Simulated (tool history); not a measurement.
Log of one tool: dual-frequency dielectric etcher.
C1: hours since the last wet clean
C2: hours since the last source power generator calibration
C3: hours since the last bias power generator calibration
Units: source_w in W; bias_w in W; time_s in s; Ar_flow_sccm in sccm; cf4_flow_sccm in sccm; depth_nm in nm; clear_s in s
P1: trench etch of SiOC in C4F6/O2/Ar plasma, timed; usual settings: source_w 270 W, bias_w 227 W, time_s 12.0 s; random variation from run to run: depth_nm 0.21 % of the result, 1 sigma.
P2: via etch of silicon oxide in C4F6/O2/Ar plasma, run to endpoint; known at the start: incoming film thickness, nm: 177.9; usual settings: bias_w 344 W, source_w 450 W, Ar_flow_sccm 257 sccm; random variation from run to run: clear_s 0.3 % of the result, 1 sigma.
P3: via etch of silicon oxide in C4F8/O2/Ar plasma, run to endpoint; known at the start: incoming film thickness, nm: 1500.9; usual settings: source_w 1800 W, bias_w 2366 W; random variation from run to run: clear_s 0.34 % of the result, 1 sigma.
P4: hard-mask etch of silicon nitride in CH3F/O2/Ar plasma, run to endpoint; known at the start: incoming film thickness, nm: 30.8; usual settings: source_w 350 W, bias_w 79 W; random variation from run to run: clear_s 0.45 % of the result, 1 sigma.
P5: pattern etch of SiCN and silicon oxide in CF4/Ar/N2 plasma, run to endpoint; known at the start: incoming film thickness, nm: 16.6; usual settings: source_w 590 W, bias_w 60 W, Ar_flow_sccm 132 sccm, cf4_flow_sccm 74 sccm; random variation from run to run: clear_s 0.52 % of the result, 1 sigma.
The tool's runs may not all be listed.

Run 1, hour 8.8: process P1, source_w 270 W, bias_w 227 W, time_s 12.0 s; C1 62.6; C2 1859.1; C3 2788.8. Result: depth_nm 23.547 nm.
Run 2, hour 17.0: process P1, source_w 270 W, bias_w 227 W, time_s 12.0 s; C1 70.8; C2 1867.3; C3 2797.0. Result: depth_nm 23.540 nm.
Run 3, hour 27.1: process P1, source_w 270 W, bias_w 227 W, time_s 12.0 s; C1 80.9; C2 1877.4; C3 2807.1. Result: depth_nm 23.549 nm.
Run 4, hour 32.8: process P1, source_w 270 W, bias_w 158 W, time_s 12.0 s; C1 86.6; C2 1883.1; C3 2812.8. Result: depth_nm 20.876 nm.
Run 5, hour 40.5: process P4, source_w 350 W, bias_w 79 W; C1 94.3; C2 1890.8; C3 2820.5. Result: clear_s 45.002 s.
Run 6, hour 45.8: process P1, source_w 160 W, bias_w 227 W, time_s 12.0 s; C1 99.6; C2 1896.1; C3 2825.8. Result: depth_nm 19.306 nm.
Run 7, hour 55.5: process P1, source_w 270 W, bias_w 315 W, time_s 12.0 s; C1 109.3; C2 1905.8; C3 2835.5. Result: depth_nm 26.318 nm.
Run 8, hour 66.5: process P2, source_w 280 W, bias_w 344 W, Ar_flow_sccm 257 sccm; C1 120.3; C2 1916.8; C3 2846.5. Result: clear_s 50.467 s.
Run 9, hour 74.0: process P2, source_w 450 W, bias_w 344 W, Ar_flow_sccm 190 sccm; C1 127.8; C2 1924.3; C3 2854.0. Result: clear_s 40.586 s.
Run 10, hour 80.3: process P3, source_w 1800 W, bias_w 2366 W; C1 134.1; C2 1930.6; C3 2860.3. Result: clear_s 290.510 s.
Run 11, hour 90.7: process P5, source_w 590 W, bias_w 60 W, Ar_flow_sccm 96 sccm, cf4_flow_sccm 74 sccm; C1 144.5; C2 1941.0; C3 2870.7. Result: clear_s 15.782 s.
Run 12, hour 95.7: process P1, source_w 270 W, bias_w 227 W, time_s 8.5 s; C1 149.5; C2 1946.0; C3 2875.7. Result: depth_nm 16.661 nm.
At hour 101.1: bias power generator calibrated.
Run 13, hour 102.4: process P3, source_w 1800 W, bias_w 1514 W; C1 156.2; C2 1952.7; C3 1.3. Result: clear_s 331.790 s.
Run 14, hour 112.2: process P2, source_w 450 W, bias_w 344 W, Ar_flow_sccm 257 sccm; C1 166.0; C2 1962.5; C3 11.1. Result: clear_s 42.100 s.
Run 15, hour 121.0: process P4, source_w 200 W, bias_w 79 W; C1 174.8; C2 1971.3; C3 19.9. Result: clear_s 55.209 s.
Run 16, hour 127.5: process P5, source_w 590 W, bias_w 60 W, Ar_flow_sccm 132 sccm, cf4_flow_sccm 74 sccm; C1 181.3; C2 1977.8; C3 26.4. Result: clear_s 16.573 s.
Run 17, hour 135.9: process P2, source_w 450 W, bias_w 422 W, Ar_flow_sccm 257 sccm; C1 189.7; C2 1986.2; C3 34.8. Result: clear_s 38.980 s.
At hour 137.6: wet clean of the chamber.
Run 18, hour 141.8: process P1, source_w 270 W, bias_w 227 W, time_s 15.5 s; C1 4.3; C2 1992.1; C3 40.7. Result: depth_nm 30.412 nm.
Run 19, hour 147.9: process P5, source_w 810 W, bias_w 60 W, Ar_flow_sccm 132 sccm, cf4_flow_sccm 74 sccm; C1 10.4; C2 1998.2; C3 46.8. Result: clear_s 12.590 s.
Run 20, hour 153.9: process P5, source_w 590 W, bias_w 60 W, Ar_flow_sccm 132 sccm, cf4_flow_sccm 96 sccm; C1 16.4; C2 2004.2; C3 52.8. Result: clear_s 16.028 s.
Run 21, hour 163.5: process P1, source_w 270 W, bias_w 227 W, time_s 12.0 s; C1 26.0; C2 2013.8; C3 62.4. Result: depth_nm 23.537 nm.
Run 22, hour 169.8: process P4, source_w 350 W, bias_w 54 W; C1 32.3; C2 2020.1; C3 68.7. Result: clear_s 50.870 s.
Run 23, hour 180.2: process P4, source_w 350 W, bias_w 79 W; C1 42.7; C2 2030.5; C3 79.1. Result: clear_s 45.375 s.
Run 24, hour 190.3: process P1, source_w 340 W, bias_w 227 W, time_s 12.0 s; C1 52.8; C2 2040.6; C3 89.2. Result: depth_nm 25.797 nm.
Run 25, hour 200.4: process P1, source_w 180 W, bias_w 227 W, time_s 8.0 s; C1 62.9; C2 2050.7; C3 99.3. Result: depth_nm 13.450 nm.
Run 26, hour 206.0: process P1, source_w 270 W, bias_w 227 W, time_s 12.0 s; C1 68.5; C2 2056.3; C3 104.9. Result: depth_nm 23.538 nm.
Run 27, hour 214.0: process P5, source_w 590 W, bias_w 49 W, Ar_flow_sccm 132 sccm, cf4_flow_sccm 74 sccm; C1 76.5; C2 2064.3; C3 112.9. Result: clear_s 17.593 s.
Run 28, hour 223.3: process P3, source_w 1800 W, bias_w 2366 W; C1 85.8; C2 2073.6; C3 122.2. Result: clear_s 291.260 s.
Run 29, hour 232.7: process P2, source_w 450 W, bias_w 344 W, Ar_flow_sccm 257 sccm; C1 95.2; C2 2083.0; C3 131.6. Result: clear_s 41.881 s.
Run 30, hour 241.7: process P3, source_w 2380 W, bias_w 2366 W; C1 104.2; C2 2092.0; C3 140.6. Result: clear_s 260.420 s.
Run 31, hour 252.4: process P1, source_w 270 W, bias_w 227 W, time_s 12.0 s; C1 114.9; C2 2102.7; C3 151.3. Result: depth_nm 23.582 nm.
Run 32, hour 259.6: process P1, source_w 270 W, bias_w 227 W, time_s 12.0 s; C1 122.1; C2 2109.9; C3 158.5. Result: depth_nm 23.392 nm.
Run 33, hour 268.7: process P1, source_w 270 W, bias_w 227 W, time_s 12.0 s; C1 131.2; C2 2119.0; C3 167.6. Result: depth_nm 23.329 nm.
Run 34, hour 276.1: process P1, source_w 270 W, bias_w 227 W, time_s 12.0 s; C1 138.6; C2 2126.4; C3 175.0. Result: depth_nm 23.233 nm.
Run 35, hour 284.8: process P1, source_w 270 W, bias_w 227 W, time_s 12.0 s; C1 147.3; C2 2135.1; C3 183.7. Result: depth_nm 23.265 nm.
At hour 295.0: wet clean of the chamber.
Run 36, hour 295.4: process P1, source_w 270 W, bias_w 227 W, time_s 12.0 s; C1 0.4; C2 2145.7; C3 194.3. Result: depth_nm 23.112 nm.
Run 37, hour 301.4: process P1, source_w 270 W, bias_w 227 W, time_s 12.0 s; C1 6.4; C2 2151.7; C3 200.3. Result: depth_nm 23.226 nm.
Run 38, hour 307.5: process P1, source_w 270 W, bias_w 227 W, time_s 12.0 s; C1 12.5; C2 2157.8; C3 206.4. Result: depth_nm 23.148 nm.
Run 39, hour 318.3: process P1, source_w 270 W, bias_w 227 W, time_s 12.0 s; C1 23.3; C2 2168.6; C3 217.2. Result: depth_nm 23.163 nm.
Run 40, hour 325.7: process P1, source_w 270 W, bias_w 227 W, time_s 12.0 s; C1 30.7; C2 2176.0; C3 224.6. Result: depth_nm 23.194 nm.
Run 41, hour 336.1: process P1, source_w 270 W, bias_w 227 W, time_s 12.0 s; C1 41.1; C2 2186.4; C3 235.0. Result: depth_nm 23.098 nm.

What P1 gives has crept away from where it was. These 2 causes fit the log equally well, each at the size given:
A: source power that arrives under what is set, % = 4.36
B: bias power that arrives under what is set, % = 4.88
The creep began at about hour 252.4.
Why every other cause is out:
chamber walls in a state that lowers the etch rate, %: serviced at hour 295.0, which brought nothing back

4 check runs are offered, each on 3 wafers whose results are averaged, their results left as question marks. Which one tells the causes apart?
Run check 1, hour 346.5: process P2, source_w 450 W, bias_w 344 W, Ar_flow_sccm 257 sccm. Result: clear_s ?.
Run check 2, hour 346.5: process P5, source_w 590 W, bias_w 60 W, Ar_flow_sccm 132 sccm, cf4_flow_sccm 74 sccm. Result: clear_s ?.
Run check 3, hour 346.5: process P4, source_w 350 W, bias_w 79 W. Result: clear_s ?.
Run check 4, hour 346.5: process P3, source_w 1800 W, bias_w 2366 W. Result: clear_s ?.

What each check would give under each cause:
  check   result     if A     if B
check 1  clear_s   42.726   42.756
check 2  clear_s   17.252   16.858
check 3  clear_s   45.745   45.783
check 4  clear_s  296.580  295.770
How far apart the two closest causes lie, in the result that separates them most: check 1 0.07 %; check 2 2.31 %; check 3 0.08 %; check 4 0.27 %
Check 2 tells the causes apart: in the others they would give nearly the same result.

Check 2 was then run and gave: clear_s 17.256 s. Which cause is it?

It is A: source power that arrives under what is set, %.

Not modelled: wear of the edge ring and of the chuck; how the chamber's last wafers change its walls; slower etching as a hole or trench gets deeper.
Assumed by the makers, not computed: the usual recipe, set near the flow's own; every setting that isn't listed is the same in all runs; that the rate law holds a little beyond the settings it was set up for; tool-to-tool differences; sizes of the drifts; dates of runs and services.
